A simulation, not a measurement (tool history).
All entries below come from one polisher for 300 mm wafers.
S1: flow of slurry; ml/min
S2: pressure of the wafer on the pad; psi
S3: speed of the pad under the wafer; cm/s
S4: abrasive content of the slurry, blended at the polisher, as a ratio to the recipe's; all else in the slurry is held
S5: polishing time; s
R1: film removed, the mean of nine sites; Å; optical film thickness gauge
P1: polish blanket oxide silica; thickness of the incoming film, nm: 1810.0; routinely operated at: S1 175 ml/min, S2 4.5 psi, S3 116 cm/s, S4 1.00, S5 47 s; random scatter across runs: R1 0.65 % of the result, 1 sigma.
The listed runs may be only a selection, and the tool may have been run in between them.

run   hour   S1   S2   S3    S4  S5       R1
  1   13.6  175  4.5  116  1.00  47  1899.70
  2   25.5  175  2.0  116  1.00  47   849.29
  3   44.1  175  4.5  116  0.50  47  1316.00
  4   59.2  275  4.5  116  1.00  47  2023.80
  5   73.5  175  6.6  116  1.00  47  2785.00
  6   87.4  175  4.5  176  1.00  47  2651.00
  7  102.4  175  4.5  116  1.00  23   924.10
  8  115.9  175  2.5   84  1.00  47   819.37
  9  130.0  175  4.5   52  1.00  47  1005.30
 10  138.8  175  4.5  116  1.00  47  1891.00
 11  150.5  175  4.5  116  1.00  47  1895.30
 12  162.0  175  4.5  116  1.00  71  2907.70
 13  172.7  105  4.5  116  1.00  47  1736.20
 14  187.2  175  7.0  146  1.00  47  3570.70
 15  195.9  175  4.5  116  1.25  47  2116.60
 16  207.3  175  4.5  116  1.00  47  1934.20
 17  225.6  175  4.5  116  1.00  47  1904.70
 18  234.7  175  4.5  116  1.00  47  1882.00
 19  252.0  175  4.5  116  1.00  47  1837.10
 20  269.2  175  4.5  116  1.00  47  1825.50
 21  284.9  175  4.5  116  1.00  47  1814.70
     287.6  -- conditioning disc replaced and pad reconditioned
 22  303.0  175  4.5  116  1.00  47  1799.50
     313.4  -- worn pad replaced by a new one
     319.5  -- slurry blender recalibrated
 23  321.7  175  4.5  116  1.00  47  1770.90

Estimate the outcome of run 24 from the log above:
 24  339.3  175  4.5  116  1.00  47   ?

R1: 1792.50 Å

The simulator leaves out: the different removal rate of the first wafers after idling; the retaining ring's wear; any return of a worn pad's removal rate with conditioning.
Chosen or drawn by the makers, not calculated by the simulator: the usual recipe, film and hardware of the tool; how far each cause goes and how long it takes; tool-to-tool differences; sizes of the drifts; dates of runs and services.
